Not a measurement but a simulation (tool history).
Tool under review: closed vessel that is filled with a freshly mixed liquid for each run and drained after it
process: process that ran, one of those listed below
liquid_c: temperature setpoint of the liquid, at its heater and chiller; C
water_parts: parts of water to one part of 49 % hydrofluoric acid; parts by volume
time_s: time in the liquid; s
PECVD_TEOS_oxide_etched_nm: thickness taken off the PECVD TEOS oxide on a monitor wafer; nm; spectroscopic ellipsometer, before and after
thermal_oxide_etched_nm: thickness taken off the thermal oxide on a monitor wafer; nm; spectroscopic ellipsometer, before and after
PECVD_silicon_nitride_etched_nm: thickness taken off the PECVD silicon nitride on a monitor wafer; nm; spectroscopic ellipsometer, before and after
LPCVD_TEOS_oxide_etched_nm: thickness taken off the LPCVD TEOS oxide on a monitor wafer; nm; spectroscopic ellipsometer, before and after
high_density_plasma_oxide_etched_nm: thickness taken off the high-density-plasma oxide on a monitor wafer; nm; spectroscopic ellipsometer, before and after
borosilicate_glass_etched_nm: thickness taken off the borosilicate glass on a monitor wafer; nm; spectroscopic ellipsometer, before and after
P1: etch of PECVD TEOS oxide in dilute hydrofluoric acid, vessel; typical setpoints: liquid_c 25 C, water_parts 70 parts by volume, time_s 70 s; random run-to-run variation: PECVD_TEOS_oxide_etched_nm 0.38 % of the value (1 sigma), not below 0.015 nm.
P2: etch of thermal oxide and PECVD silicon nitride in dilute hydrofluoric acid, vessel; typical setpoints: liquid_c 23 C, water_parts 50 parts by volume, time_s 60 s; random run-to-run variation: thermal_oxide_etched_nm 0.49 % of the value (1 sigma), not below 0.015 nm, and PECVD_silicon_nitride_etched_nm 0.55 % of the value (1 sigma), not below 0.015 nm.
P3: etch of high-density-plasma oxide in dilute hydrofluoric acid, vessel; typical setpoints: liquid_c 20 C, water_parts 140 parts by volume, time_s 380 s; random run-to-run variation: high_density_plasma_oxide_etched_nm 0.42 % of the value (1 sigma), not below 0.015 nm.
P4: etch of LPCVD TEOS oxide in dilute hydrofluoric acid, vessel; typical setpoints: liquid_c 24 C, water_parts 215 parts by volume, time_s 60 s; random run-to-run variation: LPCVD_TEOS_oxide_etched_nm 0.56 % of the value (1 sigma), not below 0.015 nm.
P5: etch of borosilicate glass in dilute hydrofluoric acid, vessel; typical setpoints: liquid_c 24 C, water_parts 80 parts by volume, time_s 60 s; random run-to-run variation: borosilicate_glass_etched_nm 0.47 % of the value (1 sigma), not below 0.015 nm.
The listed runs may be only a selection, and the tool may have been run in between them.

| run | hour | process | liquid_c | water_parts | time_s | hours since the thermometer was replaced | hours since the hydrofluoric acid flow meter was replaced | PECVD_TEOS_oxide_etched_nm | thermal_oxide_etched_nm | PECVD_silicon_nitride_etched_nm | LPCVD_TEOS_oxide_etched_nm | high_density_plasma_oxide_etched_nm | borosilicate_glass_etched_nm |
|---|---|---|---|---|---|---|---|---|---|---|---|---|---|
| 1 | 7.5 | P1 | 25 | 70 | 70 | 337 | 522.6 | 9.2759 |  |  |  |  |  |
| 2 | 15.3 | P2 | 29.5 | 50 | 60 | 344.8 | 530.4 |  | 7.7209 | 6.3378 |  |  |  |
| 3 | 22.9 | P1 | 19.5 | 70 | 70 | 352.4 | 538 | 7.3234 |  |  |  |  |  |
| 4 | 34.1 | P2 | 23 | 70 | 60 | 363.6 | 549.2 |  | 4.109 | 2.9157 |  |  |  |
| 5 | 44.3 | P4 | 17 | 215 | 60 | 373.8 | 559.4 |  |  |  | 8.1947 |  |  |
| 6 | 51.6 | P2 | 23 | 50 | 60 | 381.1 | 566.7 |  | 5.9368 | 4.0431 |  |  |  |
| 7 | 63.8 | P3 | 20 | 140 | 655 | 393.3 | 578.9 |  |  |  |  | 19.305 |  |
| 8 | 75.8 | P5 | 24 | 80 | 115 | 405.3 | 590.9 |  |  |  |  |  | 67.517 |
| 9 | 86.6 | P1 | 25 | 70 | 30 | 416.1 | 601.7 | 3.9461 |  |  |  |  |  |
| 10 | 97.2 | P1 | 25 | 70 | 130 | 426.7 | 612.3 | 17.084 |  |  |  |  |  |
| 11 | 105.3 | P3 | 20 | 140 | 380 | 434.8 | 620.4 |  |  |  |  | 11.241 |  |
| 12 | 114.3 | P2 | 23 | 50 | 110 | 443.8 | 629.4 |  | 10.838 | 7.4672 |  |  |  |
| 13 | 125.1 | P1 | 25 | 70 | 70 | 454.6 | 640.2 | 9.1872 |  |  |  |  |  |
| 14 | 133.4 | P1 | 25 | 70 | 70 | 462.9 | 648.5 | 9.2391 |  |  |  |  |  |
| 15 | 143.8 | P4 | 24 | 215 | 60 | 473.3 | 658.9 |  |  |  | 10.702 |  |  |
| 16 | 152.6 | P5 | 17 | 80 | 60 | 482.1 | 667.7 |  |  |  |  |  | 26.556 |
| 17 | 159.7 | P4 | 24 | 215 | 30 | 489.2 | 674.8 |  |  |  | 5.2891 |  |  |
| 18 | 167.7 | P1 | 25 | 70 | 70 | 497.2 | 682.8 | 9.1826 |  |  |  |  |  |
| 19 | 175.9 | P3 | 20 | 140 | 380 | 505.4 | 691 |  |  |  |  | 11.197 |  |
| 20 | 182.3 | P1 | 25 | 100 | 70 | 511.8 | 697.4 | 6.2349 |  |  |  |  |  |
| 21 | 187.7 | P5 | 24 | 120 | 60 | 517.2 | 702.8 |  |  |  |  |  | 22.718 |
| 22 | 196 | P2 | 23 | 50 | 60 | 525.5 | 711.1 |  | 5.9602 | 4.0821 |  |  |  |
| 23 | 206.2 | P5 | 24 | 80 | 60 | 535.7 | 721.3 |  |  |  |  |  | 35.338 |
| 24 | 213.9 | P1 | 25 | 40 | 70 | 543.4 | 729 | 16.777 |  |  |  |  |  |
| 25 | 221.3 | P3 | 20 | 40 | 380 | 550.8 | 736.4 |  |  |  |  | 43.842 |  |
| 26 | 228 | P1 | 25 | 70 | 70 | 557.5 | 743.1 | 9.2714 |  |  |  |  |  |
| 27 | 234.5 | P4 | 24 | 390 | 60 | 564 | 749.6 |  |  |  | 4.9417 |  |  |
| 28 | 246.9 | P1 | 25 | 115 | 30 | 576.4 | 762 | 2.2909 |  |  |  |  |  |
| 29 | 258 | P1 | 30 | 70 | 70 | 587.5 | 773.1 | 11.148 |  |  |  |  |  |
| 30 | 268.5 | P3 | 25.5 | 140 | 380 | 598 | 783.6 |  |  |  |  | 13.952 |  |
| 31 | 279.4 | P4 | 24 | 215 | 60 | 608.9 | 794.5 |  |  |  | 10.654 |  |  |
| 32 | 285.8 | P1 | 25 | 70 | 70 | 615.3 | 800.9 | 9.2366 |  |  |  |  |  |
| 33 | 296.2 | P1 | 25 | 70 | 70 | 625.7 | 811.3 | 9.0577 |  |  |  |  |  |
| 34 | 303.7 | P1 | 25 | 70 | 70 | 633.2 | 818.8 | 8.8999 |  |  |  |  |  |
| 35 | 315.8 | P1 | 25 | 70 | 70 | 645.3 | 830.9 | 8.8393 |  |  |  |  |  |
| 36 | 322.7 | P1 | 25 | 70 | 70 | 652.2 | 837.8 | 8.7784 |  |  |  |  |  |
| 37 | 331.4 | P1 | 25 | 70 | 70 | 660.9 | 846.5 | 8.686 |  |  |  |  |  |
| 38 | 337.1 | P1 | 25 | 70 | 70 | 666.6 | 852.2 | 8.7448 |  |  |  |  |  |
| 39 | 349 | P1 | 25 | 70 | 70 | 678.5 | 864.1 | 8.6896 |  |  |  |  |  |
| 40 | 359.4 | P1 | 25 | 70 | 70 | 688.9 | 874.5 | 8.6339 |  |  |  |  |  |
| 41 | 365.1 | P1 | 25 | 70 | 70 | 694.6 | 880.2 | 8.6918 |  |  |  |  |  |
| 42 | 374.2 | P1 | 25 | 70 | 70 | 703.7 | 889.3 | 8.6271 |  |  |  |  |  |
| 43 | 382.5 | P1 | 25 | 70 | 70 | 712 | 897.6 | 8.6252 |  |  |  |  |  |

The output of P1 has drifted from where it used to be. Each of the 2 causes below, taken at the size shown beside it, accounts for the log equally well:
A: hydrofluoric acid flow below the setpoint (%) = 5.83
B: liquid colder than its thermometer reads (K) = 1.63
Onset of the creep was near hour 285.8.

The check runs listed below each take one wafer, and their results are still question marks. Under which run would the listed causes lead to clearly different results?
| check 1 | 390.8 | P2 | 29 | 50 | 100 |  |  |  | ? | ? |  |  |  |
| check 2 | 390.8 | P5 | 24 | 105 | 60 |  |  |  |  |  |  |  | ? |
| check 3 | 390.8 | P3 | 20 | 65 | 380 |  |  |  |  |  |  | ? |  |
| check 4 | 390.8 | P4 | 20.5 | 215 | 60 |  |  |  |  |  | ? |  |  |

What each check would give under each cause:
| check | result | if A | if B |
|---|---|---|---|
| check 1 | thermal_oxide_etched_nm | 11.888 | 11.887 |
| check 1 | PECVD_silicon_nitride_etched_nm | 9.5482 | 9.1088 |
| check 2 | borosilicate_glass_etched_nm | 24.447 | 24.524 |
| check 3 | high_density_plasma_oxide_etched_nm | 24.679 | 24.574 |
| check 4 | LPCVD_TEOS_oxide_etched_nm | 8.6974 | 8.7881 |
Minimum pairwise separation of causes per check, each pair taken at its best-separating result: check 1 4.71 %; check 2 0.31 %; check 3 0.42 %; check 4 1.04 %
Only in check 1 would the causes give clearly different results; in the remaining checks their results would be nearly the same.

Then check 1 was run and gave: thermal_oxide_etched_nm 11.818 nm; PECVD_silicon_nitride_etched_nm 9.4992 nm. Which cause is it?

The correct cause is A, namely: hydrofluoric acid flow below the setpoint (%).
